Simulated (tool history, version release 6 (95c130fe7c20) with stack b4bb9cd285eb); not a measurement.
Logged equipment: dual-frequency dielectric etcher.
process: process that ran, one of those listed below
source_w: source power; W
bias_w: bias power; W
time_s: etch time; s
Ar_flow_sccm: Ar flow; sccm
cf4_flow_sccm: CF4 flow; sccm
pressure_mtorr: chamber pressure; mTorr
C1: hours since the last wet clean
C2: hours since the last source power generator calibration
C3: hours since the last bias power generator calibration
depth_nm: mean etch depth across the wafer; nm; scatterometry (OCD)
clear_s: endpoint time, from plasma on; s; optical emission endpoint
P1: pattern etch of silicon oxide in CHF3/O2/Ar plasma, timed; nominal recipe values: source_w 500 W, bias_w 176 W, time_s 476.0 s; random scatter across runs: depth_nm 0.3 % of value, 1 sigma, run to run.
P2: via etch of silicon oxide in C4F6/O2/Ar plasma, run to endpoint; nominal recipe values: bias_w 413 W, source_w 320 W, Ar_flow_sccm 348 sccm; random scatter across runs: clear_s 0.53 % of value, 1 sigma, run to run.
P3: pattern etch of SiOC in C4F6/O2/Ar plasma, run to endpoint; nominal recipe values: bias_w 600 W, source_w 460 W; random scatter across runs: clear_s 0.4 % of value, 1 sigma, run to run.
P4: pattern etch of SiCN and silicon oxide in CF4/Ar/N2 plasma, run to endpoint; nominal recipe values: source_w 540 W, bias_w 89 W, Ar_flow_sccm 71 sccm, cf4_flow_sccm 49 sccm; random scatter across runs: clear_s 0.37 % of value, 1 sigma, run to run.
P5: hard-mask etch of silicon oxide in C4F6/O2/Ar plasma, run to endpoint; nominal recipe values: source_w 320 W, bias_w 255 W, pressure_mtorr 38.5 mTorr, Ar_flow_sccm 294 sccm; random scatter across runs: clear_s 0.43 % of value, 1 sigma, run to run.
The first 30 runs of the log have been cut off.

Run 31, hour 269.7: process P5, source_w 320 W, bias_w 255 W, Ar_flow_sccm 226 sccm, pressure_mtorr 38.5 mTorr; C1 57.0; C2 2578.8; C3 2602.0. Result: clear_s 76.9100 s.
Run 32, hour 280.4: process P4, source_w 540 W, bias_w 89 W, Ar_flow_sccm 71 sccm, cf4_flow_sccm 49 sccm; C1 67.7; C2 2589.5; C3 2612.7. Result: clear_s 9.5513 s.
Run 33, hour 288.6: process P1, source_w 500 W, bias_w 176 W, time_s 476.0 s; C1 75.9; C2 2597.7; C3 2620.9. Result: depth_nm 851.61 nm.
Run 34, hour 297.8: process P1, source_w 500 W, bias_w 176 W, time_s 476.0 s; C1 85.1; C2 2606.9; C3 2630.1. Result: depth_nm 851.59 nm.
Run 35, hour 309.7: process P1, source_w 500 W, bias_w 176 W, time_s 476.0 s; C1 97.0; C2 2618.8; C3 2642.0. Result: depth_nm 844.13 nm.
Run 36, hour 315.2: process P1, source_w 500 W, bias_w 176 W, time_s 476.0 s; C1 102.5; C2 2624.3; C3 2647.5. Result: depth_nm 849.32 nm.
Run 37, hour 327.0: process P1, source_w 500 W, bias_w 176 W, time_s 476.0 s; C1 114.3; C2 2636.1; C3 2659.3. Result: depth_nm 843.18 nm.
Run 38, hour 335.4: process P1, source_w 500 W, bias_w 176 W, time_s 476.0 s; C1 122.7; C2 2644.5; C3 2667.7. Result: depth_nm 841.90 nm.

The next listed run, before its measurement:
Run 39, hour 341.8: process P1, source_w 500 W, bias_w 176 W, time_s 476.0 s; C1 129.1; C2 2650.9; C3 2674.1. Result: depth_nm ?.

{"run 39": {"depth_nm": 845.2}}
